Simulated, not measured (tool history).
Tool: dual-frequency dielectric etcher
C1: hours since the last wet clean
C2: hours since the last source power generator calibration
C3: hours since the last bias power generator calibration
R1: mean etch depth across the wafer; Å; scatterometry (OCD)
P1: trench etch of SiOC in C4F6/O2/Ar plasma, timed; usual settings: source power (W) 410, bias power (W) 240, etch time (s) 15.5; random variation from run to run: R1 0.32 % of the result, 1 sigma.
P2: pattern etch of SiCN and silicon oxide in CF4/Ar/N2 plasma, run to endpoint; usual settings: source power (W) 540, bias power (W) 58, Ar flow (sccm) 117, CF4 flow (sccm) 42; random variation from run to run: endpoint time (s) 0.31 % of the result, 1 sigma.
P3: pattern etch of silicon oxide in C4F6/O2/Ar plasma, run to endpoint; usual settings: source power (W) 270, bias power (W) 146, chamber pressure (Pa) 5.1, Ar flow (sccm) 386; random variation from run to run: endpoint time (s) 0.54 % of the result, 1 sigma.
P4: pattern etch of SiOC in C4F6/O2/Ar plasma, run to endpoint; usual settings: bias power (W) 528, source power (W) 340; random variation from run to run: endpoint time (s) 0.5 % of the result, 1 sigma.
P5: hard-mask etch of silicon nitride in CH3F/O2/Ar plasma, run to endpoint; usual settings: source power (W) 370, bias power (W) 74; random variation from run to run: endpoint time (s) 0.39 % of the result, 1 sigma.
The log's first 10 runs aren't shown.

Run 11, hour 103.4: process that ran P2, source power (W) 540, bias power (W) 58, Ar flow (sccm) 117, CF4 flow (sccm) 42; C1 292.7; C2 760; C3 345.7. Result: endpoint time (s) 14.829.
Run 12, hour 113: process that ran P4, source power (W) 340, bias power (W) 528; C1 302.3; C2 769.6; C3 355.3. Result: endpoint time (s) 16.767.
Run 13, hour 124.7: process that ran P4, source power (W) 450, bias power (W) 528; C1 314; C2 781.3; C3 367. Result: endpoint time (s) 15.208.
Run 14, hour 131.1: process that ran P3, source power (W) 270, bias power (W) 146, chamber pressure (Pa) 5.1, Ar flow (sccm) 386; C1 320.4; C2 787.7; C3 373.4. Result: endpoint time (s) 16.438.
Run 15, hour 141.5: process that ran P2, source power (W) 540, bias power (W) 58, Ar flow (sccm) 95, CF4 flow (sccm) 42; C1 330.8; C2 798.1; C3 383.8. Result: endpoint time (s) 14.349.
Run 16, hour 147.9: process that ran P3, source power (W) 270, bias power (W) 146, chamber pressure (Pa) 5.1, Ar flow (sccm) 280; C1 337.2; C2 804.5; C3 390.2. Result: endpoint time (s) 15.943.
Run 17, hour 155.3: process that ran P3, source power (W) 380, bias power (W) 146, chamber pressure (Pa) 5.1, Ar flow (sccm) 386; C1 344.6; C2 811.9; C3 397.6. Result: endpoint time (s) 14.328.
Run 18, hour 163.6: process that ran P1, source power (W) 410, bias power (W) 240, etch time (s) 15.5; C1 352.9; C2 820.2; C3 405.9. Result: R1 362.76 Å.
Run 19, hour 170.5: process that ran P2, source power (W) 540, bias power (W) 58, Ar flow (sccm) 117, CF4 flow (sccm) 55; C1 359.8; C2 827.1; C3 412.8. Result: endpoint time (s) 14.158.
Run 20, hour 181.9: process that ran P3, source power (W) 270, bias power (W) 146, chamber pressure (Pa) 6.4, Ar flow (sccm) 386; C1 371.2; C2 838.5; C3 424.2. Result: endpoint time (s) 17.016.
Run 21, hour 194.6: process that ran P3, source power (W) 270, bias power (W) 146, chamber pressure (Pa) 5.1, Ar flow (sccm) 386; C1 383.9; C2 851.2; C3 436.9. Result: endpoint time (s) 16.387.

Run 22 comes next. What will it give?
Run 22, hour 208.7: process that ran P1, source power (W) 410, bias power (W) 314, etch time (s) 15.5; C1 398; C2 865.3; C3 451. Result: R1 ?.

{"run 22": {"R1": 395.25}}
